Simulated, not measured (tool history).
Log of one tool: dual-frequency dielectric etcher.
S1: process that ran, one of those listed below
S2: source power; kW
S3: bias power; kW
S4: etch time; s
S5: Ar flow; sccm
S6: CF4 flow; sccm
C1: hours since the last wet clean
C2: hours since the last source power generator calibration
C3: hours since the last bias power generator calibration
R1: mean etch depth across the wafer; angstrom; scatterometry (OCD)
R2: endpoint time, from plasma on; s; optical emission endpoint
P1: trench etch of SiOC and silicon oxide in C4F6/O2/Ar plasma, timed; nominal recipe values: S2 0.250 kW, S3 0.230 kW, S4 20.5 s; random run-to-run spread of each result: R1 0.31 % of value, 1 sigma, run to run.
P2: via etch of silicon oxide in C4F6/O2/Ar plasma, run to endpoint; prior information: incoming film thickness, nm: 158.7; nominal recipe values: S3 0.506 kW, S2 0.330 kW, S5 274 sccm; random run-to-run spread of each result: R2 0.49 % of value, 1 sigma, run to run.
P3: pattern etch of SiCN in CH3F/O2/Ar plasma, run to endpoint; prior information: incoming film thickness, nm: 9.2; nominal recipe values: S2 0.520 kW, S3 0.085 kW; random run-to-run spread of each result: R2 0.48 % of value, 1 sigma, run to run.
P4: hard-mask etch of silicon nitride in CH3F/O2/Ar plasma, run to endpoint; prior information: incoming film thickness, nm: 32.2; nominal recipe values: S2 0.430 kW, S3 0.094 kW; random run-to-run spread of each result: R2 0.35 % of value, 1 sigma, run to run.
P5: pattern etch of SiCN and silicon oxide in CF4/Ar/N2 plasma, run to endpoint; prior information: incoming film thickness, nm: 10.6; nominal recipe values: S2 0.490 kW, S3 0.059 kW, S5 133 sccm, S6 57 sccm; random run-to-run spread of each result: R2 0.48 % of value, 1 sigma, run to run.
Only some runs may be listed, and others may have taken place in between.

{"run": 1, "hour": 4.2, "S1": "P1", "S2": 0.25, "S3": 0.23, "S4": 20.5, "C1": 340.5, "C2": 621.1, "C3": 725.4, "R1": 368.47}
{"run": 2, "hour": 8.1, "S1": "P1", "S2": 0.19, "S3": 0.306, "S4": 20.5, "C1": 344.4, "C2": 625.0, "C3": 729.3, "R1": 366.83}
{"run": 3, "hour": 11.1, "S1": "P5", "S2": 0.49, "S3": 0.078, "S5": 133, "S6": 57, "C1": 347.4, "C2": 628.0, "C3": 732.3, "R2": 12.012}
{"run": 4, "hour": 15.3, "S1": "P5", "S2": 0.49, "S3": 0.059, "S5": 171, "S6": 57, "C1": 351.6, "C2": 632.2, "C3": 736.5, "R2": 13.85}
{"run": 5, "hour": 18.8, "S1": "P1", "S2": 0.25, "S3": 0.186, "S4": 20.5, "C1": 355.1, "C2": 635.7, "C3": 740.0, "R1": 341.04}
{"run": 6, "hour": 22.7, "S1": "P5", "S2": 0.49, "S3": 0.059, "S5": 133, "S6": 57, "C1": 359.0, "C2": 639.6, "C3": 743.9, "R2": 13.254}
{"run": 7, "hour": 26.6, "S1": "P5", "S2": 0.66, "S3": 0.059, "S5": 133, "S6": 57, "C1": 362.9, "C2": 643.5, "C3": 747.8, "R2": 10.227}
{"run": 8, "hour": 30.3, "S1": "P2", "S2": 0.33, "S3": 0.647, "S5": 274, "C1": 366.6, "C2": 647.2, "C3": 751.5, "R2": 33.067}
{"run": 9, "hour": 33.0, "S1": "P1", "S2": 0.25, "S3": 0.23, "S4": 20.5, "C1": 369.3, "C2": 649.9, "C3": 754.2, "R1": 367.1}
{"run": 10, "hour": 36.9, "S1": "P4", "S2": 0.43, "S3": 0.094, "C1": 373.2, "C2": 653.8, "C3": 758.1, "R2": 42.723}
{"run": 11, "hour": 39.1, "S1": "P4", "S2": 0.33, "S3": 0.094, "C1": 375.4, "C2": 656.0, "C3": 760.3, "R2": 47.354}
{"run": 12, "hour": 41.3, "S1": "P1", "S2": 0.25, "S3": 0.293, "S4": 20.5, "C1": 377.6, "C2": 658.2, "C3": 762.5, "R1": 397.29}
{"hour": 42.7, "done": "bias power generator calibrated"}
{"run": 13, "hour": 43.9, "S1": "P1", "S2": 0.25, "S3": 0.23, "S4": 25.5, "C1": 380.2, "C2": 660.8, "C3": 1.3, "R1": 456.0}
{"run": 14, "hour": 48.4, "S1": "P3", "S2": 0.52, "S3": 0.085, "C1": 384.7, "C2": 665.3, "C3": 5.8, "R2": 21.237}
{"run": 15, "hour": 52.4, "S1": "P1", "S2": 0.15, "S3": 0.23, "S4": 20.5, "C1": 388.7, "C2": 669.3, "C3": 9.8, "R1": 301.42}
{"run": 16, "hour": 55.8, "S1": "P1", "S2": 0.25, "S3": 0.23, "S4": 20.5, "C1": 392.1, "C2": 672.7, "C3": 13.2, "R1": 367.24}
{"run": 17, "hour": 58.8, "S1": "P3", "S2": 0.73, "S3": 0.085, "C1": 395.1, "C2": 675.7, "C3": 16.2, "R2": 18.623}
{"run": 18, "hour": 61.4, "S1": "P2", "S2": 0.22, "S3": 0.506, "S5": 274, "C1": 397.7, "C2": 678.3, "C3": 18.8, "R2": 41.8}
{"run": 19, "hour": 65.6, "S1": "P5", "S2": 0.49, "S3": 0.059, "S5": 133, "S6": 57, "C1": 401.9, "C2": 682.5, "C3": 23.0, "R2": 13.246}
{"run": 20, "hour": 68.1, "S1": "P4", "S2": 0.43, "S3": 0.068, "C1": 404.4, "C2": 685.0, "C3": 25.5, "R2": 47.731}
{"run": 21, "hour": 70.4, "S1": "P3", "S2": 0.52, "S3": 0.055, "C1": 406.7, "C2": 687.3, "C3": 27.8, "R2": 24.613}
{"run": 22, "hour": 73.5, "S1": "P1", "S2": 0.25, "S3": 0.23, "S4": 20.5, "C1": 409.8, "C2": 690.4, "C3": 30.9, "R1": 366.03}
{"run": 23, "hour": 76.3, "S1": "P1", "S2": 0.25, "S3": 0.23, "S4": 20.5, "C1": 412.6, "C2": 693.2, "C3": 33.7, "R1": 366.76}
{"run": 24, "hour": 79.6, "S1": "P1", "S2": 0.21, "S3": 0.288, "S4": 20.5, "C1": 415.9, "C2": 696.5, "C3": 37.0, "R1": 371.68}
{"run": 25, "hour": 82.5, "S1": "P2", "S2": 0.33, "S3": 0.506, "S5": 274, "C1": 418.8, "C2": 699.4, "C3": 39.9, "R2": 36.36}
{"run": 26, "hour": 85.4, "S1": "P5", "S2": 0.49, "S3": 0.059, "S5": 133, "S6": 79, "C1": 421.7, "C2": 702.3, "C3": 42.8, "R2": 12.656}
{"run": 27, "hour": 90.2, "S1": "P1", "S2": 0.32, "S3": 0.161, "S4": 20.5, "C1": 426.5, "C2": 707.1, "C3": 47.6, "R1": 359.17}
{"run": 28, "hour": 94.7, "S1": "P1", "S2": 0.32, "S3": 0.23, "S4": 20.5, "C1": 431.0, "C2": 711.6, "C3": 52.1, "R1": 402.56}
{"run": 29, "hour": 99.4, "S1": "P2", "S2": 0.33, "S3": 0.506, "S5": 161, "C1": 435.7, "C2": 716.3, "C3": 56.8, "R2": 33.932}
{"run": 30, "hour": 103.3, "S1": "P1", "S2": 0.25, "S3": 0.23, "S4": 14.0, "C1": 439.6, "C2": 720.2, "C3": 60.7, "R1": 251.12}
{"run": 31, "hour": 106.4, "S1": "P1", "S2": 0.25, "S3": 0.23, "S4": 20.5, "C1": 442.7, "C2": 723.3, "C3": 63.8, "R1": 368.72}
{"run": 32, "hour": 108.7, "S1": "P1", "S2": 0.25, "S3": 0.23, "S4": 20.5, "C1": 445.0, "C2": 725.6, "C3": 66.1, "R1": 368.69}
{"run": 33, "hour": 113.1, "S1": "P1", "S2": 0.25, "S3": 0.23, "S4": 20.5, "C1": 449.4, "C2": 730.0, "C3": 70.5, "R1": 370.94}
{"run": 34, "hour": 117.3, "S1": "P1", "S2": 0.25, "S3": 0.23, "S4": 20.5, "C1": 453.6, "C2": 734.2, "C3": 74.7, "R1": 371.32}
{"hour": 120.5, "done": "wet clean of the chamber"}
{"run": 35, "hour": 121.5, "S1": "P1", "S2": 0.25, "S3": 0.23, "S4": 20.5, "C1": 1.1, "C2": 738.4, "C3": 78.9, "R1": 371.59}
{"run": 36, "hour": 125.1, "S1": "P1", "S2": 0.25, "S3": 0.23, "S4": 20.5, "C1": 4.7, "C2": 742.0, "C3": 82.5, "R1": 372.74}
{"run": 37, "hour": 127.6, "S1": "P1", "S2": 0.25, "S3": 0.23, "S4": 20.5, "C1": 7.2, "C2": 744.5, "C3": 85.0, "R1": 373.47}

What P1 gives has crept away from where it was. These 2 causes fit the log equally well, each at the size given:
A: source power that arrives over what is set, % = 4.21
B: bias power that arrives over what is set, % = 4.65
The onset of the drift is placed at about hour 106.4.
Each remaining cause and why it is not a fit:
chamber walls in a state that raises the etch rate, %: work on it at hour 120.5, done after the drift set in, did not restore what the process gave before

The 4 check runs listed below each average the results of 3 wafers, and their outcomes are marked with question marks. Under which run would the listed causes produce clearly different results?
{"run": "check 1", "hour": 130.1, "S1": "P3", "S2": 0.72, "S3": 0.057, "R2": "?"}
{"run": "check 2", "hour": 130.1, "S1": "P2", "S2": 0.33, "S3": 0.601, "S5": 274, "R2": "?"}
{"run": "check 3", "hour": 130.1, "S1": "P4", "S2": 0.35, "S3": 0.094, "R2": "?"}
{"run": "check 4", "hour": 130.1, "S1": "P5", "S2": 0.49, "S3": 0.059, "S5": 133, "S6": 69, "R2": "?"}

Expected result of each check under each candidate cause:
check=check_1 result=R2 if_A=21.131 if_B=21.162
check=check_2 result=R2 if_A=33.439 if_B=33.353
check=check_3 result=R2 if_A=45.294 if_B=45.234
check=check_4 result=R2 if_A=12.382 if_B=12.645
Per check, the gap between the least separated pair of causes, taken in the result that splits them most: check 1 0.15 %; check 2 0.26 %; check 3 0.13 %; check 4 2.1 %
Check 4 tells the causes apart: in the others they would give nearly the same result.

After running check 4, the following was obtained: R2 12.390 s. Which cause does this point to?

The cause is A: source power that arrives over what is set, %.
